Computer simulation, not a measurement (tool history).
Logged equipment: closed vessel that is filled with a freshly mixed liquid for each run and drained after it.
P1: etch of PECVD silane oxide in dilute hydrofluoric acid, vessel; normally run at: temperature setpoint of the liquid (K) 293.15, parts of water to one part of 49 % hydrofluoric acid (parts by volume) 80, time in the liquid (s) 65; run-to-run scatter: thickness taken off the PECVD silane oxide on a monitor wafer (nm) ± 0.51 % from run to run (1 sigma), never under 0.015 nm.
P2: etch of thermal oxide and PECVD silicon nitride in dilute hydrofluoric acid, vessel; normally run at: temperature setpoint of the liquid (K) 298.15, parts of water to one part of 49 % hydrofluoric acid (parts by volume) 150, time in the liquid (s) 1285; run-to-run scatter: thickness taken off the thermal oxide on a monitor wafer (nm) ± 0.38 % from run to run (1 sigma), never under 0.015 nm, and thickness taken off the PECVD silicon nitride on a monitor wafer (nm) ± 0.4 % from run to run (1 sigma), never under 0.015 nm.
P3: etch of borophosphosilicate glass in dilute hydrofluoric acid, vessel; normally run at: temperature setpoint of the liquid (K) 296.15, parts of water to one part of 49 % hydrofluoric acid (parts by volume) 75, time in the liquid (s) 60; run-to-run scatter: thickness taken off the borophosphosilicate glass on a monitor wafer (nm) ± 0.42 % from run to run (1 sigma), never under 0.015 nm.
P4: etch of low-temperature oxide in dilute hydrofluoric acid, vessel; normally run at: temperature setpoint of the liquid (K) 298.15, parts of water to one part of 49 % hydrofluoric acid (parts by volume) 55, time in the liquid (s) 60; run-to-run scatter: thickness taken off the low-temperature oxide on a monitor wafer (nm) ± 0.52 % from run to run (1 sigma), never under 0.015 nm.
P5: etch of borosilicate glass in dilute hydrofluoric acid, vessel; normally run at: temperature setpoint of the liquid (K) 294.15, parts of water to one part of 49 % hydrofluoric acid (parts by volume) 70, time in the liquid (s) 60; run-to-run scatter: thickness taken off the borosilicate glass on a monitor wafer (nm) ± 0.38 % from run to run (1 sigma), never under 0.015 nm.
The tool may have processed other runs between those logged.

run,hour,process that ran,temperature setpoint of the liquid (K),parts of water to one part of 49 % hydrofluoric acid (parts by volume),time in the liquid (s),hours since the thermometer was replaced,hours since the hydrofluoric acid flow meter was replaced,thickness taken off the PECVD silane oxide on a monitor wafer (nm),thickness taken off the thermal oxide on a monitor wafer (nm),thickness taken off the PECVD silicon nitride on a monitor wafer (nm),thickness taken off the borosilicate glass on a monitor wafer (nm),thickness taken off the borophosphosilicate glass on a monitor wafer (nm),thickness taken off the low-temperature oxide on a monitor wafer (nm)
1,7.5,P1,293.15,80,65,686.5,659.8,35.119,,,,,
2,15.3,P2,298.15,150,1285,694.3,667.6,,41.207,16.9370,,,
3,23.1,P5,294.15,70,100,702.1,675.4,,,,23.4100,,
4,29.6,P1,293.15,120,65,708.6,681.9,22.379,,,,,
5,35.4,P2,304.65,150,1285,714.4,687.7,,52.502,25.1460,,,
6,41.1,P3,296.15,140,60,720.1,693.4,,,,,15.521,
7,45.4,P1,293.15,20,65,724.4,697.7,151.050,,,,,
8,51.1,P3,296.15,75,60,730.1,703.4,,,,,31.110,
9,58.4,P1,293.15,80,115,737.4,710.7,61.623,,,,,
10,64.7,P3,296.15,75,30,743.7,717.0,,,,,15.712,
11,69.0,P5,294.15,70,60,748.0,721.3,,,,14.1730,,
12,76.3,P2,298.15,30,1285,755.3,728.6,,242.110,81.4560,,,
13,80.0,P1,293.15,80,65,759.0,732.3,35.034,,,,,
14,83.8,P2,298.15,150,1285,762.8,736.1,,41.620,16.7470,,,
15,87.6,P1,293.15,80,65,766.6,739.9,35.326,,,,,
16,92.8,P5,294.15,70,60,771.8,745.1,,,,14.0850,,
17,98.3,P5,301.15,70,60,777.3,750.6,,,,18.6640,,
18,102.1,P2,298.15,150,400,781.1,754.4,,12.882,5.1794,,,
19,107.3,P1,297.65,80,65,786.3,759.6,42.264,,,,,
20,111.3,P4,302.65,55,60,790.3,763.6,,,,,,33.738
21,117.8,P1,293.15,80,65,796.8,770.1,35.393,,,,,
22,123.8,P1,290.15,80,65,802.8,776.1,30.777,,,,,
23,127.6,P1,293.15,80,65,806.6,779.9,35.190,,,,,
24,132.0,P1,293.15,50,120,811.0,784.3,107.920,,,,,
25,138.2,P5,294.15,115,60,817.2,790.5,,,,8.1084,,
26,145.4,P4,298.15,100,60,824.4,797.7,,,,,,14.570
27,151.0,P3,300.15,75,60,830.0,803.3,,,,,36.395,
28,156.4,P4,298.15,55,30,835.4,808.7,,,,,,14.064
29,164.2,P4,298.15,55,60,843.2,816.5,,,,,,28.148
30,169.9,P1,293.15,80,30,848.9,822.2,16.125,,,,,
31,177.1,P1,293.15,80,65,856.1,829.4,35.281,,,,,
32,181.7,P1,293.15,80,65,860.7,834.0,34.244,,,,,
33,188.9,P1,293.15,80,65,867.9,841.2,33.228,,,,,
34,194.7,P1,293.15,80,65,873.7,847.0,33.182,,,,,
35,200.0,P1,293.15,80,65,879.0,852.3,32.916,,,,,
36,205.7,P1,293.15,80,65,884.7,858.0,32.818,,,,,
37,210.3,P1,293.15,80,65,889.3,862.6,32.891,,,,,
38,216.2,P1,293.15,80,65,895.2,868.5,32.690,,,,,
39,222.9,P1,293.15,80,65,901.9,875.2,32.639,,,,,
40,228.5,P1,293.15,80,65,907.5,880.8,32.454,,,,,

Compared with where it was, what P1 gives has crept away. Each cause listed below fits the log as well as the rest, at the size given for it:
A: hydrofluoric acid flow below the setpoint (%) = 6.76
B: liquid colder than its thermometer reads (K) = 1.83
Creep in the process output first set in at about hour 177.1.

Listed below are the offered check runs, one wafer per run, with question marks in place of results. For which of them would the causes give clearly different outcomes?
check 1,234.1,P3,296.15,75,60,,,,,,,?,
check 2,234.1,P2,298.15,150,1285,,,,?,?,,,
check 3,234.1,P4,298.15,55,60,,,,,,,,?
check 4,234.1,P5,294.15,70,60,,,,,,?,,

If the cause were each of the candidates in turn, the checks would give the following:
check,result,if A,if B
check 1,thickness taken off the borophosphosilicate glass on a monitor wafer (nm),28.956,29.005
check 2,thickness taken off the thermal oxide on a monitor wafer (nm),38.028,38.517
check 2,thickness taken off the PECVD silicon nitride on a monitor wafer (nm),15.6470,14.9080
check 3,thickness taken off the low-temperature oxide on a monitor wafer (nm),26.079,26.091
check 4,thickness taken off the borosilicate glass on a monitor wafer (nm),13.0590,13.0520
Per check, the gap between the least separated pair of causes, taken in the result that splits them most: check 1 0.17 %; check 2 4.84 %; check 3 0.04 %; check 4 0.05 %
Only check 2 tells the causes apart: in the others they would give nearly the same result.

The results of check 2 are: thickness taken off the thermal oxide on a monitor wafer (nm) 38.375; thickness taken off the PECVD silicon nitride on a monitor wafer (nm) 14.8810. Based on these, which of the listed causes is it?

Of the candidate causes, it is B: liquid colder than its thermometer reads (K).
